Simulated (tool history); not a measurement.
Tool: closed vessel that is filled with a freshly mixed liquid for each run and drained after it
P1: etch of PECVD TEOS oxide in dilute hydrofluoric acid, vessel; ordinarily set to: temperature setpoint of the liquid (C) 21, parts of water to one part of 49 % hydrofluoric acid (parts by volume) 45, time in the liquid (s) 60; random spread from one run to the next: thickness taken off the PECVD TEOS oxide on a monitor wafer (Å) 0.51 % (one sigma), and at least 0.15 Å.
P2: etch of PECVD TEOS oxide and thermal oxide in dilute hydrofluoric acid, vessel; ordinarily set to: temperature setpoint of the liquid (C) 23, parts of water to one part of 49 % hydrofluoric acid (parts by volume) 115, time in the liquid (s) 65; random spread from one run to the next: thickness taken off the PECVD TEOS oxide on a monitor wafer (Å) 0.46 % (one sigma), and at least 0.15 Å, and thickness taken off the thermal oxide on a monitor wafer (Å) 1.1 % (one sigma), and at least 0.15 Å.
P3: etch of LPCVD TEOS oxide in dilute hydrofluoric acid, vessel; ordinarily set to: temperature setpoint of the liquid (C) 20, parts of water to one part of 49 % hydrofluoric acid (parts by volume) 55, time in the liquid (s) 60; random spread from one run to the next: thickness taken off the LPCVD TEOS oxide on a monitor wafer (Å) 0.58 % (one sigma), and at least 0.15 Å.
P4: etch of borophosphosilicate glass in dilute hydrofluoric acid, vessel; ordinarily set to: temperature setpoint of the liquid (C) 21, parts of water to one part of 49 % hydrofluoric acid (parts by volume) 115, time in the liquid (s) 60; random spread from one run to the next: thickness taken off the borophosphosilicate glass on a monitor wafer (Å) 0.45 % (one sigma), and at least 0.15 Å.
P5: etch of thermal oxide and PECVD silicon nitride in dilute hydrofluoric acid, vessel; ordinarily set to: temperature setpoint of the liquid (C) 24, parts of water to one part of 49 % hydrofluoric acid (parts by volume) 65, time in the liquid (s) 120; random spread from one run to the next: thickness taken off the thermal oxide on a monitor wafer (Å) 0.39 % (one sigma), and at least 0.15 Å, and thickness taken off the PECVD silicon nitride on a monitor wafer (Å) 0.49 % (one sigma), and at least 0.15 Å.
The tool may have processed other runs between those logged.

run,hour,process that ran,temperature setpoint of the liquid (C),parts of water to one part of 49 % hydrofluoric acid (parts by volume),time in the liquid (s),hours since the thermometer was replaced,hours since the hydrofluoric acid flow meter was replaced,thickness taken off the PECVD TEOS oxide on a monitor wafer (Å),thickness taken off the thermal oxide on a monitor wafer (Å),thickness taken off the PECVD silicon nitride on a monitor wafer (Å),thickness taken off the borophosphosilicate glass on a monitor wafer (Å),thickness taken off the LPCVD TEOS oxide on a monitor wafer (Å)
1,9.7,P1,21,45,60,510.2,1028.7,340.03,,,,
2,17.1,P2,23,115,100,517.6,1036.1,100.34,39.825,,,
3,25.2,P1,28.5,30,60,525.7,1044.2,707.75,,,,
4,30.8,P5,24,40,120,531.3,1049.8,,151.49,90.061,,
5,35.2,P2,23,35,65,535.7,1054.2,235.01,92.872,,,
6,40.2,P1,21,45,60,540.7,1059.2,337.91,,,,
7,46.6,P1,26.5,45,90,547.1,1065.6,640.22,,,,
8,54.9,P4,17,115,60,555.4,1073.9,,,,109.43,
9,64.8,P2,17,115,65,565.3,1083.8,50.7,20.306,,,
10,73.8,P3,20,20,60,574.3,1092.8,,,,,1616.7
11,83.2,P1,21,45,60,583.7,1102.2,338.16,,,,
12,91.3,P1,21,70,60,591.8,1110.3,211.48,,,,
13,97.8,P1,21,45,30,598.3,1116.8,170.97,,,,
14,103.3,P4,21,115,30,603.8,1122.3,,,,65.545,
15,112.3,P3,27,55,60,612.8,1131.3,,,,,749.77
16,118.5,P4,21,50,60,619,1137.5,,,,323.06,
17,127.5,P1,17,45,60,628,1146.5,285.48,,,,
18,133.8,P1,21,45,60,634.3,1152.8,340.1,,,,
19,140.5,P4,21,115,60,641,1159.5,,,,130.48,
# hour 145.5: thermometer replaced
20,148.2,P3,20,55,35,2.8,1167.2,,,,,323.49
21,153.3,P1,21,20,60,7.9,1172.3,785.63,,,,
22,159.6,P3,20,55,60,14.2,1178.6,,,,,560.83
23,165.2,P1,21,45,60,19.8,1184.2,338.7,,,,
24,170.1,P5,18,65,120,24.7,1189.1,,69.863,37.054,,
25,177.3,P1,28.5,45,60,31.9,1196.3,458.03,,,,
26,182.1,P1,21,45,115,36.7,1201.1,647.5,,,,
27,191.3,P2,23,115,65,45.9,1210.3,64.877,25.653,,,
28,196.7,P5,24,65,120,51.3,1215.7,,89.995,55.266,,
29,204.9,P1,21,45,60,59.5,1223.9,337.24,,,,
30,213.2,P5,24,65,205,67.8,1232.2,,152.59,95.698,,
31,220.2,P1,21,45,60,74.8,1239.2,339.12,,,,
32,229.9,P1,21,45,60,84.5,1248.9,329.57,,,,
33,236.1,P1,21,45,60,90.7,1255.1,327.1,,,,
34,242.3,P1,21,45,60,96.9,1261.3,319.29,,,,
35,248.8,P1,21,45,60,103.4,1267.8,319.58,,,,
36,258.5,P1,21,45,60,113.1,1277.5,314.32,,,,
37,263.9,P1,21,45,60,118.5,1282.9,314.55,,,,
38,273,P1,21,45,60,127.6,1292,313.88,,,,
39,281.7,P1,21,45,60,136.3,1300.7,311.5,,,,
40,291.4,P1,21,45,60,146,1310.4,311.04,,,,
41,299.3,P1,21,45,60,153.9,1318.3,313.33,,,,
42,308.3,P1,21,45,60,162.9,1327.3,312.17,,,,

What P1 gives has crept off from where it sat before. The 2 causes that follow fit the log equally well, each at the size noted:
A: liquid colder than its thermometer reads (K) = 1.8
B: hydrofluoric acid flow below the setpoint (%) = 6.98
The creep began at about hour 220.2.

Listed below are the offered check runs, one wafer per run, with question marks in place of results. For which of them would the causes give clearly different outcomes?
check 1,317.3,P4,17,70,60,,,,,,?,
check 2,317.3,P3,27,20,60,,,,,,,?
check 3,317.3,P5,19.5,65,200,,,,?,?,,
check 4,317.3,P2,17.5,115,65,,,?,?,,,

How each check would come out, cause by cause:
check,result,if A,if B
check 1,thickness taken off the borophosphosilicate glass on a monitor wafer (Å),176.65,176.63
check 2,thickness taken off the LPCVD TEOS oxide on a monitor wafer (Å),2010.5,2011.1
check 3,thickness taken off the thermal oxide on a monitor wafer (Å),115.39,115.21
check 3,thickness taken off the PECVD silicon nitride on a monitor wafer (Å),60.397,63.818
check 4,thickness taken off the PECVD TEOS oxide on a monitor wafer (Å),48.138,47.868
check 4,thickness taken off the thermal oxide on a monitor wafer (Å),19.297,19.188
Minimum pairwise separation of causes per check, each pair taken at its best-separating result: check 1 0.01 %; check 2 0.03 %; check 3 5.51 %; check 4 0.56 %
Of the check runs offered, only check 3 discriminates between the causes; the rest would read about the same regardless of which cause applies.

Then check 3 was run and gave: thickness taken off the thermal oxide on a monitor wafer (Å) 114.33; thickness taken off the PECVD silicon nitride on a monitor wafer (Å) 63.449. Which cause is it?

The correct cause is B, namely: hydrofluoric acid flow below the setpoint (%).
